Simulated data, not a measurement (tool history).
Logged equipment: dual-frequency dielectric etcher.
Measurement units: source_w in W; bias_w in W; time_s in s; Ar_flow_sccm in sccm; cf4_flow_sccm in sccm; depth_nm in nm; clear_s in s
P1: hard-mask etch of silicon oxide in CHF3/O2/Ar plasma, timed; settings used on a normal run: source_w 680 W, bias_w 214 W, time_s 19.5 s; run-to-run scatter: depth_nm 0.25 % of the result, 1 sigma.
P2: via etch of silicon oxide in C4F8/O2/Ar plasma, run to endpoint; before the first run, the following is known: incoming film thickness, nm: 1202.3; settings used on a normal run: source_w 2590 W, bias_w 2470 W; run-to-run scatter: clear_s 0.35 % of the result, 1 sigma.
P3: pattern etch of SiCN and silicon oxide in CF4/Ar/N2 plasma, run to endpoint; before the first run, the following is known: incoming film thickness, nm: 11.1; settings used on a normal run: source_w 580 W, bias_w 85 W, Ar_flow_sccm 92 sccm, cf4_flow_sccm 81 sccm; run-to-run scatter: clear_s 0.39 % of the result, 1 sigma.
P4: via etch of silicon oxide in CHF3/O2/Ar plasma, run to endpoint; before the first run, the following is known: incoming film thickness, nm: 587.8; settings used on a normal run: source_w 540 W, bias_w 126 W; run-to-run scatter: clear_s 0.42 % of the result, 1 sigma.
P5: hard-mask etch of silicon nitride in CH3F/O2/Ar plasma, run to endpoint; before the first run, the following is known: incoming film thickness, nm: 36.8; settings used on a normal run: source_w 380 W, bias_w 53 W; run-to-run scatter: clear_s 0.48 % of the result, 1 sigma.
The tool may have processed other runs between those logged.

| run | hour | process | source_w | bias_w | time_s | Ar_flow_sccm | cf4_flow_sccm | hours since the last wet clean | hours since the last source power generator calibration | hours since the last bias power generator calibration | depth_nm | clear_s |
|---|---|---|---|---|---|---|---|---|---|---|---|---|
| 1 | 4.6 | P1 | 680 | 214 | 19.5 |  |  | 190.6 | 1080 | 1664.3 | 42.804 |  |
| 2 | 12.1 | P1 | 680 | 214 | 19.5 |  |  | 198.1 | 1087.5 | 1671.8 | 42.995 |  |
| 3 | 18.5 | P1 | 680 | 290 | 19.5 |  |  | 204.5 | 1093.9 | 1678.2 | 47.738 |  |
| 4 | 24.4 | P4 | 540 | 126 |  |  |  | 210.4 | 1099.8 | 1684.1 |  | 353.14 |
| 5 | 31.7 | P1 | 680 | 214 | 19.5 |  |  | 217.7 | 1107.1 | 1691.4 | 42.769 |  |
| 6 | 36.4 | P3 | 580 | 85 |  | 92 | 81 | 222.4 | 1111.8 | 1696.1 |  | 9.6203 |
| 7 | 43.9 | P1 | 680 | 299 | 24 |  |  | 229.9 | 1119.3 | 1703.6 | 59.262 |  |
| 8 | 53.4 | P1 | 540 | 214 | 19.5 |  |  | 239.4 | 1128.8 | 1713.1 | 39.128 |  |
| 9 | 62.6 | P2 | 2590 | 2470 |  |  |  | 248.6 | 1138 | 1722.3 |  | 204.53 |
| 10 | 70 | P2 | 2590 | 1808 |  |  |  | 256 | 1145.4 | 1729.7 |  | 223.93 |
| 11 | 75 | P3 | 580 | 102 |  | 92 | 81 | 261 | 1150.4 | 1734.7 |  | 9.0171 |
| 12 | 83.2 | P2 | 1670 | 2470 |  |  |  | 269.2 | 1158.6 | 1742.9 |  | 243.49 |
| 13 | 89.9 | P1 | 680 | 214 | 28 |  |  | 275.9 | 1165.3 | 1749.6 | 61.529 |  |
| 14 | 96.5 | P5 | 380 | 72 |  |  |  | 282.5 | 1171.9 | 1756.2 |  | 52.612 |
| 15 | 105.9 | P4 | 540 | 155 |  |  |  | 291.9 | 1181.3 | 1765.6 |  | 331.78 |
| 16 | 112.1 | P1 | 680 | 152 | 19.5 |  |  | 298.1 | 1187.5 | 1771.8 | 38.134 |  |
| 17 | 119.6 | P3 | 580 | 85 |  | 92 | 54 | 305.6 | 1195 | 1779.3 |  | 10.043 |
| 18 | 124.1 | P3 | 580 | 85 |  | 129 | 81 | 310.1 | 1199.5 | 1783.8 |  | 10.024 |
|  | 126.7 | source power generator calibrated |
| 19 | 128.6 | P1 | 680 | 214 | 12.5 |  |  | 314.6 | 2 | 1788.3 | 27.475 |  |
| 20 | 133.5 | P2 | 2590 | 2470 |  |  |  | 319.5 | 6.9 | 1793.2 |  | 204.6 |
| 21 | 139.1 | P1 | 680 | 214 | 19.5 |  |  | 325.1 | 12.5 | 1798.8 | 42.888 |  |
| 22 | 147.2 | P1 | 880 | 214 | 19.5 |  |  | 333.2 | 20.6 | 1806.9 | 47.301 |  |
| 23 | 154.3 | P3 | 400 | 85 |  | 92 | 81 | 340.3 | 27.7 | 1814 |  | 13.331 |
| 24 | 162.2 | P4 | 540 | 126 |  |  |  | 348.2 | 35.6 | 1821.9 |  | 352.89 |
| 25 | 170.2 | P1 | 680 | 214 | 19.5 |  |  | 356.2 | 43.6 | 1829.9 | 42.736 |  |
| 26 | 176.8 | P5 | 540 | 53 |  |  |  | 362.8 | 50.2 | 1836.5 |  | 50.745 |
| 27 | 186 | P4 | 360 | 126 |  |  |  | 372 | 59.4 | 1845.7 |  | 413.92 |
| 28 | 194.6 | P5 | 380 | 53 |  |  |  | 380.6 | 68 | 1854.3 |  | 58.629 |
| 29 | 203.4 | P1 | 680 | 214 | 19.5 |  |  | 389.4 | 76.8 | 1863.1 | 42.711 |  |
| 30 | 210.8 | P1 | 680 | 214 | 19.5 |  |  | 396.8 | 84.2 | 1870.5 | 43.051 |  |
| 31 | 218 | P1 | 680 | 214 | 19.5 |  |  | 404 | 91.4 | 1877.7 | 43.176 |  |
| 32 | 225.9 | P1 | 680 | 214 | 19.5 |  |  | 411.9 | 99.3 | 1885.6 | 43.258 |  |
| 33 | 232.7 | P1 | 680 | 214 | 19.5 |  |  | 418.7 | 106.1 | 1892.4 | 43.427 |  |
| 34 | 237.1 | P1 | 680 | 214 | 19.5 |  |  | 423.1 | 110.5 | 1896.8 | 43.166 |  |
|  | 240.3 | wet clean of the chamber |
| 35 | 242.1 | P1 | 680 | 214 | 19.5 |  |  | 1.9 | 115.5 | 1901.8 | 43.35 |  |

What will run 36 give?
| 36 | 247.9 | P1 | 680 | 214 | 19.5 |  |  | 7.7 | 121.3 | 1907.6 | ? |  |

depth_nm: 43.531 nm
